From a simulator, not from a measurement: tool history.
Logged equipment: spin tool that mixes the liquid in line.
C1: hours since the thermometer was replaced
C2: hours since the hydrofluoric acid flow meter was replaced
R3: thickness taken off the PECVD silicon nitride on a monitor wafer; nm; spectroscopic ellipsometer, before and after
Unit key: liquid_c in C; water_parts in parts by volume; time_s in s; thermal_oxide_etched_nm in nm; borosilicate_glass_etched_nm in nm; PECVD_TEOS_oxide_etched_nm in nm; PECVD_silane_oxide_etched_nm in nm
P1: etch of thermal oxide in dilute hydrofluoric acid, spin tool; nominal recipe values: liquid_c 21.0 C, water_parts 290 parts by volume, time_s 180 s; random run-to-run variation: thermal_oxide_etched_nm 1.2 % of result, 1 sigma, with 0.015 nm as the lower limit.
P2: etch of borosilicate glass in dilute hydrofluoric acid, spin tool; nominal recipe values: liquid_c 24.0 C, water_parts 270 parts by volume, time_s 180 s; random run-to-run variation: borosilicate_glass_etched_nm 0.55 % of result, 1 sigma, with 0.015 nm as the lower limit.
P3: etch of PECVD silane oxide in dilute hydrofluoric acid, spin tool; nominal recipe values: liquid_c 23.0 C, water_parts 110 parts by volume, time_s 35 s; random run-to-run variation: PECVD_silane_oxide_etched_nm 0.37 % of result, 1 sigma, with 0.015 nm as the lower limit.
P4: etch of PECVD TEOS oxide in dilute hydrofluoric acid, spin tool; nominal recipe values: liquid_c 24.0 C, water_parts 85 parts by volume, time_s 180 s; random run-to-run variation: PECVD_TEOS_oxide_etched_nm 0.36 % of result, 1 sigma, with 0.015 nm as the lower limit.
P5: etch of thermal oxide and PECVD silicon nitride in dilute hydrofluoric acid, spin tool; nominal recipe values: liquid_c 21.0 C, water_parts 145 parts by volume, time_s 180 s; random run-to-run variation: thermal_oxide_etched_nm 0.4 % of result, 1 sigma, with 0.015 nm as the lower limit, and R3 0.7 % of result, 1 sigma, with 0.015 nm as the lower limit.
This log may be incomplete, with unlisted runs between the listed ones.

run 1 hour=5.5 | process=P1 liquid_c=21.0 water_parts=290 time_s=180 | C1=1629.1 C2=184.0 | thermal_oxide_etched_nm=2.04220
run 2 hour=12.1 | process=P1 liquid_c=21.0 water_parts=290 time_s=85 | C1=1635.7 C2=190.6 | thermal_oxide_etched_nm=0.94459
run 3 hour=20.6 | process=P1 liquid_c=29.0 water_parts=290 time_s=55 | C1=1644.2 C2=199.1 | thermal_oxide_etched_nm=0.84889
run 4 hour=30.3 | process=P2 liquid_c=19.5 water_parts=270 time_s=180 | C1=1653.9 C2=208.8 | borosilicate_glass_etched_nm=12.0720
run 5 hour=40.2 | process=P1 liquid_c=21.0 water_parts=290 time_s=180 | C1=1663.8 C2=218.7 | thermal_oxide_etched_nm=2.11310
run 6 hour=49.3 | process=P5 liquid_c=21.0 water_parts=145 time_s=180 | C1=1672.9 C2=227.8 | thermal_oxide_etched_nm=5.00510 R3=3.6305
run 7 hour=58.7 | process=P1 liquid_c=21.0 water_parts=290 time_s=315 | C1=1682.3 C2=237.2 | thermal_oxide_etched_nm=3.57160
run 8 hour=63.5 | process=P1 liquid_c=21.0 water_parts=495 time_s=180 | C1=1687.1 C2=242.0 | thermal_oxide_etched_nm=1.01530
run 9 hour=70.9 | process=P4 liquid_c=24.0 water_parts=85 time_s=180 | C1=1694.5 C2=249.4 | PECVD_TEOS_oxide_etched_nm=24.0070
run 10 hour=81.3 | process=P5 liquid_c=21.0 water_parts=145 time_s=310 | C1=1704.9 C2=259.8 | thermal_oxide_etched_nm=8.61910 R3=6.1656
run 11 hour=88.9 | process=P1 liquid_c=21.0 water_parts=290 time_s=180 | C1=1712.5 C2=267.4 | thermal_oxide_etched_nm=2.01670
run 12 hour=99.5 | process=P5 liquid_c=21.0 water_parts=60 time_s=180 | C1=1723.1 C2=278.0 | thermal_oxide_etched_nm=13.30000 R3=8.5652
run 13 hour=107.2 | process=P4 liquid_c=24.0 water_parts=85 time_s=180 | C1=1730.8 C2=285.7 | PECVD_TEOS_oxide_etched_nm=23.9600
run 14 hour=117.3 | process=P3 liquid_c=23.0 water_parts=110 time_s=35 | C1=1740.9 C2=295.8 | PECVD_silane_oxide_etched_nm=8.6215
run 15 hour=126.3 | process=P1 liquid_c=21.0 water_parts=290 time_s=180 | C1=1749.9 C2=304.8 | thermal_oxide_etched_nm=2.05510
-- hour=130.2 thermometer replaced
run 16 hour=133.0 | process=P5 liquid_c=29.5 water_parts=145 time_s=180 | C1=2.8 C2=311.5 | thermal_oxide_etched_nm=6.83710 R3=6.2295
run 17 hour=141.5 | process=P3 liquid_c=23.0 water_parts=110 time_s=35 | C1=11.3 C2=320.0 | PECVD_silane_oxide_etched_nm=8.6118
run 18 hour=147.3 | process=P3 liquid_c=23.0 water_parts=35 time_s=35 | C1=17.1 C2=325.8 | PECVD_silane_oxide_etched_nm=29.6190
run 19 hour=153.7 | process=P1 liquid_c=21.0 water_parts=290 time_s=180 | C1=23.5 C2=332.2 | thermal_oxide_etched_nm=2.05770
run 20 hour=158.6 | process=P2 liquid_c=24.0 water_parts=270 time_s=15 | C1=28.4 C2=337.1 | borosilicate_glass_etched_nm=1.1874
run 21 hour=164.9 | process=P1 liquid_c=21.0 water_parts=110 time_s=180 | C1=34.7 C2=343.4 | thermal_oxide_etched_nm=6.42290
run 22 hour=174.0 | process=P2 liquid_c=24.0 water_parts=270 time_s=180 | C1=43.8 C2=352.5 | borosilicate_glass_etched_nm=14.3390
run 23 hour=183.7 | process=P4 liquid_c=31.5 water_parts=85 time_s=180 | C1=53.5 C2=362.2 | PECVD_TEOS_oxide_etched_nm=32.0760
run 24 hour=194.1 | process=P1 liquid_c=27.0 water_parts=290 time_s=180 | C1=63.9 C2=372.6 | thermal_oxide_etched_nm=2.50220
run 25 hour=201.7 | process=P3 liquid_c=23.0 water_parts=110 time_s=15 | C1=71.5 C2=380.2 | PECVD_silane_oxide_etched_nm=3.6563
run 26 hour=212.3 | process=P4 liquid_c=24.0 water_parts=115 time_s=180 | C1=82.1 C2=390.8 | PECVD_TEOS_oxide_etched_nm=17.0080

Run 27 is up next; what results do you expect?
run 27 hour=221.4 | process=P4 liquid_c=24.0 water_parts=85 time_s=15 | C1=91.2 C2=399.9 | PECVD_TEOS_oxide_etched_nm=?

PECVD_TEOS_oxide_etched_nm: 2.0302 nm

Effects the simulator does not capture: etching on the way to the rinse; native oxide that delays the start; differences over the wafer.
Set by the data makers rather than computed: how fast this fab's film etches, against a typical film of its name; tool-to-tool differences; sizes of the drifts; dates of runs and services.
